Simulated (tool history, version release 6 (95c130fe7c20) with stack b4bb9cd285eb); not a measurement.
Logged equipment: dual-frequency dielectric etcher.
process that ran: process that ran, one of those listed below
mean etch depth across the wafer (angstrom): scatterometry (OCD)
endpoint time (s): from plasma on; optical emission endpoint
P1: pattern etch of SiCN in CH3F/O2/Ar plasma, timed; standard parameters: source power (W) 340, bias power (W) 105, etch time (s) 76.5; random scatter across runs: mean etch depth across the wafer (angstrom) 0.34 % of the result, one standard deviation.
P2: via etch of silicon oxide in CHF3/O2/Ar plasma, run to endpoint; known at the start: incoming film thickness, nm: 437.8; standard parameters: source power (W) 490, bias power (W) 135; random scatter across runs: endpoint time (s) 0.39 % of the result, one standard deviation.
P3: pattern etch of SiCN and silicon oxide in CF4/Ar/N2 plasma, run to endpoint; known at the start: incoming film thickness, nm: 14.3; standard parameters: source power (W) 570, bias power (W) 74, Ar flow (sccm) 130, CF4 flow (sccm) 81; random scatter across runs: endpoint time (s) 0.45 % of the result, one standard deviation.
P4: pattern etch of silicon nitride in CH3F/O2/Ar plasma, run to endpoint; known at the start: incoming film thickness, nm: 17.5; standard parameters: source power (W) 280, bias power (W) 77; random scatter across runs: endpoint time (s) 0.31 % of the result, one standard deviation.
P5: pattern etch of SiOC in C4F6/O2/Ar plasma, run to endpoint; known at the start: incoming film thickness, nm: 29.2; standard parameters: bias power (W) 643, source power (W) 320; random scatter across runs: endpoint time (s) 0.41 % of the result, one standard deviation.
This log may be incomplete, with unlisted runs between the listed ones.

| run | hour | process that ran | source power (W) | bias power (W) | etch time (s) | Ar flow (sccm) | CF4 flow (sccm) | hours since the last wet clean | hours since the last source power generator calibration | hours since the last bias power generator calibration | mean etch depth across the wafer (angstrom) | endpoint time (s) |
|---|---|---|---|---|---|---|---|---|---|---|---|---|
| 1 | 12.7 | P1 | 340 | 105 | 76.5 |  |  | 121.6 | 499.4 | 2924.4 | 315.92 |  |
| 2 | 25.6 | P1 | 340 | 105 | 42.0 |  |  | 134.5 | 512.3 | 2937.3 | 173.64 |  |
| 3 | 32.8 | P1 | 340 | 141 | 76.5 |  |  | 141.7 | 519.5 | 2944.5 | 355.25 |  |
| 4 | 44.4 | P1 | 340 | 105 | 103.5 |  |  | 153.3 | 531.1 | 2956.1 | 427.11 |  |
| 5 | 58.9 | P2 | 490 | 135 |  |  |  | 167.8 | 545.6 | 2970.6 |  | 260.5900 |
| 6 | 68.3 | P2 | 630 | 135 |  |  |  | 177.2 | 555.0 | 2980.0 |  | 237.6800 |
| 7 | 78.2 | P3 | 370 | 74 |  | 130 | 81 | 187.1 | 564.9 | 2989.9 |  | 20.0490 |
| 8 | 88.6 | P1 | 270 | 105 | 76.5 |  |  | 197.5 | 575.3 | 3000.3 | 290.60 |  |
| 9 | 96.1 | P4 | 280 | 77 |  |  |  | 205.0 | 582.8 | 3007.8 |  | 27.3820 |
| 10 | 109.6 | P1 | 340 | 105 | 76.5 |  |  | 218.5 | 596.3 | 3021.3 | 316.25 |  |
| 11 | 122.3 | P3 | 570 | 104 |  | 130 | 81 | 231.2 | 609.0 | 3034.0 |  | 12.0990 |
| 12 | 135.1 | P4 | 390 | 77 |  |  |  | 244.0 | 621.8 | 3046.8 |  | 24.2270 |
| 13 | 151.7 | P1 | 340 | 105 | 76.5 |  |  | 260.6 | 638.4 | 3063.4 | 314.51 |  |
| 14 | 161.0 | P2 | 490 | 81 |  |  |  | 269.9 | 647.7 | 3072.7 |  | 305.3300 |
|  | 174.9 | bias power generator calibrated |
| 15 | 177.3 | P4 | 280 | 77 |  |  |  | 286.2 | 664.0 | 2.5 |  | 27.5180 |
| 16 | 184.8 | P4 | 280 | 47 |  |  |  | 293.7 | 671.5 | 10.0 |  | 32.4930 |
| 17 | 192.4 | P3 | 570 | 74 |  | 130 | 81 | 301.3 | 679.1 | 17.6 |  | 13.7660 |
| 18 | 204.2 | P1 | 340 | 105 | 76.5 |  |  | 313.1 | 690.9 | 29.4 | 316.22 |  |
| 19 | 220.1 | P5 | 320 | 643 |  |  |  | 329.0 | 706.8 | 45.3 |  | 9.6110 |
| 20 | 236.1 | P1 | 430 | 142 | 76.5 |  |  | 345.0 | 722.8 | 61.3 | 387.35 |  |
| 21 | 246.0 | P1 | 470 | 105 | 76.5 |  |  | 354.9 | 732.7 | 71.2 | 353.43 |  |
| 22 | 258.6 | P5 | 450 | 643 |  |  |  | 367.5 | 745.3 | 83.8 |  | 8.4867 |
| 23 | 266.0 | P1 | 340 | 143 | 48.0 |  |  | 374.9 | 752.7 | 91.2 | 222.93 |  |
| 24 | 273.9 | P1 | 340 | 80 | 76.5 |  |  | 382.8 | 760.6 | 99.1 | 283.85 |  |
| 25 | 283.1 | P3 | 570 | 74 |  | 175 | 81 | 392.0 | 769.8 | 108.3 |  | 14.2920 |
| 26 | 296.5 | P5 | 320 | 407 |  |  |  | 405.4 | 783.2 | 121.7 |  | 11.4060 |
| 27 | 309.6 | P3 | 570 | 74 |  | 130 | 111 | 418.5 | 796.3 | 134.8 |  | 12.9700 |
| 28 | 317.3 | P1 | 340 | 105 | 76.5 |  |  | 426.2 | 804.0 | 142.5 | 314.88 |  |
| 29 | 329.9 | P1 | 340 | 105 | 76.5 |  |  | 438.8 | 816.6 | 155.1 | 315.35 |  |
| 30 | 344.2 | P1 | 340 | 105 | 76.5 |  |  | 453.1 | 830.9 | 169.4 | 317.08 |  |
| 31 | 355.7 | P1 | 340 | 105 | 76.5 |  |  | 464.6 | 842.4 | 180.9 | 318.77 |  |
|  | 368.7 | wet clean of the chamber |
| 32 | 370.7 | P1 | 340 | 105 | 76.5 |  |  | 2.0 | 857.4 | 195.9 | 318.66 |  |
| 33 | 387.2 | P1 | 340 | 105 | 76.5 |  |  | 18.5 | 873.9 | 212.4 | 319.91 |  |
| 34 | 397.8 | P1 | 340 | 105 | 76.5 |  |  | 29.1 | 884.5 | 223.0 | 320.28 |  |
| 35 | 413.3 | P1 | 340 | 105 | 76.5 |  |  | 44.6 | 900.0 | 238.5 | 322.00 |  |
| 36 | 427.6 | P1 | 340 | 105 | 76.5 |  |  | 58.9 | 914.3 | 252.8 | 320.21 |  |
| 37 | 440.7 | P1 | 340 | 105 | 76.5 |  |  | 72.0 | 927.4 | 265.9 | 321.42 |  |
| 38 | 452.4 | P1 | 340 | 105 | 76.5 |  |  | 83.7 | 939.1 | 277.6 | 319.48 |  |

Compared with where it was, what P1 gives has crept away. Each cause listed below fits the log as well as the rest, at the size given for it:
A: source power that arrives over what is set, % = 4.81
B: bias power that arrives over what is set, % = 4.58
At approximately hour 317.3, the process output began to creep.
Each remaining cause and why it is not a fit:
chamber walls in a state that raises the etch rate, %: maintenance at hour 368.7, after the shift began, did not return the process to its former output

The list below offers 4 check runs, each averaging the results of 2 wafers, and shows each result as a question mark. For which of them would the listed causes give clearly different results?
| check 1 | 464.1 | P3 | 570 | 74 |  | 149 | 81 |  |  |  |  | ? |
| check 2 | 464.1 | P5 | 440 | 410 |  |  |  |  |  |  |  | ? |
| check 3 | 464.1 | P4 | 370 | 47 |  |  |  |  |  |  |  | ? |
| check 4 | 464.1 | P2 | 610 | 86 |  |  |  |  |  |  |  | ? |

Outcome of each check run for each possible cause:
| check | result | if A | if B |
|---|---|---|---|
| check 1 | endpoint time (s) | 13.3990 | 13.7480 |
| check 2 | endpoint time (s) | 9.9223 | 9.9356 |
| check 3 | endpoint time (s) | 28.5690 | 28.6950 |
| check 4 | endpoint time (s) | 270.2100 | 271.8900 |
Per-check spread between the two closest causes, in the result where they differ most: check 1 2.57 %; check 2 0.13 %; check 3 0.44 %; check 4 0.62 %
The other checks would show nearly matching results whichever cause is true, so check 1 is the only one that separates the causes.

With check 1 done, the readings were: endpoint time (s) 13.4030. Identify which of the listed causes applies.

The correct cause is A, namely: source power that arrives over what is set, %.
